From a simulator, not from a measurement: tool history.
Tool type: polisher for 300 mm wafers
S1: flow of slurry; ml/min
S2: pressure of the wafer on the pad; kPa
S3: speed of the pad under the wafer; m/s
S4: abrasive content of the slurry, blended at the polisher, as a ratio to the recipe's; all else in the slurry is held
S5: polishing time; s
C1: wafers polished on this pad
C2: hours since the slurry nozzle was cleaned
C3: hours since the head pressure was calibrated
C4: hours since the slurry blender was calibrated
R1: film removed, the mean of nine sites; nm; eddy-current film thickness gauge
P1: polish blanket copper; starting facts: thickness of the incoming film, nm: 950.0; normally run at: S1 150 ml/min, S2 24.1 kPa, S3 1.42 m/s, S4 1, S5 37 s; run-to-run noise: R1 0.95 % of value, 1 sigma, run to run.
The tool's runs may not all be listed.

run,hour,S1,S2,S3,S4,S5,C1,C2,C3,C4,R1
1,4.5,150,24.1,1.42,1,37,516,138.4,106.6,53.8,153.96
2,11.2,150,24.1,1.42,0.7,37,620,145.1,113.3,60.5,141.99
3,15.2,95,24.1,1.42,1.35,37,683,149.1,117.3,64.5,146.43
4,18.4,150,33.8,1.42,1,37,733,152.3,120.5,67.7,212.95
5,22.8,150,24.1,1.42,1,37,801,156.7,124.9,72.1,154.17
6,28.2,150,35.9,0.78,1,37,885,162.1,130.3,77.5,124.37
7,34.6,150,24.1,1.42,1,37,985,168.5,136.7,83.9,149.82
8,40.3,215,24.1,0.74,1,37,1074,174.2,142.4,89.6,83.598
9,44,150,24.1,1.42,1,37,1131,177.9,146.1,93.3,153.59
# hour 45.7: slurry nozzle cleaned
10,47.5,225,24.1,1.42,1,37,1186,1.8,149.6,96.8,161.42
11,52.5,90,24.1,1.42,1,37,1264,6.8,154.6,101.8,133.81
12,58.5,150,24.1,1.42,1,54,1357,12.8,160.6,107.8,222.92
13,62.9,150,24.1,1.42,1,18,1426,17.2,165,112.2,74.326
14,67.3,150,24.1,1.42,1,37,1494,21.6,169.4,116.6,153.18
15,70.9,150,24.1,2.04,1,37,1550,25.2,173,120.2,219.79
16,75.7,150,24.1,1.02,1,37,1625,30,177.8,125,109.76
17,79.3,150,24.1,1.42,1.5,37,1681,33.6,181.4,128.6,170.28
18,82.8,150,13.1,1.42,1,37,1736,37.1,184.9,132.1,81.948
19,89.3,150,24.1,1.42,1,37,1837,43.6,191.4,138.6,151.19
20,94,150,24.1,1.42,1,37,1910,48.3,196.1,143.3,150.61
21,97.6,150,24.1,1.42,1,37,1966,51.9,199.7,146.9,147.65
22,104.2,150,24.1,1.42,1,37,2069,58.5,206.3,153.5,147.31
23,108.2,150,24.1,1.42,1,37,2131,62.5,210.3,157.5,144.52
# hour 112.6: worn pad replaced by a new one
24,114.3,150,24.1,1.42,1,37,27,68.6,216.4,163.6,144.8
25,120.4,150,24.1,1.42,1,37,122,74.7,222.5,169.7,144.2
# hour 121: head pressure recalibrated
26,124.6,150,24.1,1.42,1,37,187,78.9,3.6,173.9,144.75
27,130,150,24.1,1.42,1,37,271,84.3,9,179.3,142.66
28,134.4,150,24.1,1.42,1,37,340,88.7,13.4,183.7,143.73

P1 has crept away from where it was. The log is fitted equally well by each of these 2 causes, at the sizes shown:
A: abrasive missing from the slurry, % = 26.5
B: slurry flow missing at the pad, % = 27.7
The onset of the drift is placed at about hour 89.3.
Other possible causes, and why each is ruled out:
removal rate lost through wear of the pad, %: serviced after onset, at hour 112.6, with no recovery of the prior output
head's pressure below its setpoint, %: serviced after onset, at hour 121, with no recovery of the prior output

Which of the check runs below tells the causes apart, meaning the causes would give it clearly different results? Each run uses 5 wafers whose results are averaged, and each result is shown as a question mark.
check 1,138.8,150,19.3,1.08,1,37,,,,,?
check 2,138.8,90,24.1,1.42,1,37,,,,,?
check 3,138.8,150,24.1,1.42,1.35,37,,,,,?
check 4,138.8,150,24.1,1.9,1,37,,,,,?

Check results expected under each cause:
check,result,if A,if B
check 1,R1,86.967,86.98
check 2,R1,127.89,123.31
check 3,R1,152.24,152.62
check 4,R1,191.25,191.27
Minimum pairwise separation of causes per check, each pair taken at its best-separating result: check 1 0.01 %; check 2 3.65 %; check 3 0.25 %; check 4 0.01 %
Of the check runs offered, only check 2 discriminates between the causes; the rest would read about the same regardless of which cause applies.

Check 2 was carried out, with these results: R1 128.01 nm. Which of the listed causes is responsible?

Of the candidate causes, it is A: abrasive missing from the slurry, %.

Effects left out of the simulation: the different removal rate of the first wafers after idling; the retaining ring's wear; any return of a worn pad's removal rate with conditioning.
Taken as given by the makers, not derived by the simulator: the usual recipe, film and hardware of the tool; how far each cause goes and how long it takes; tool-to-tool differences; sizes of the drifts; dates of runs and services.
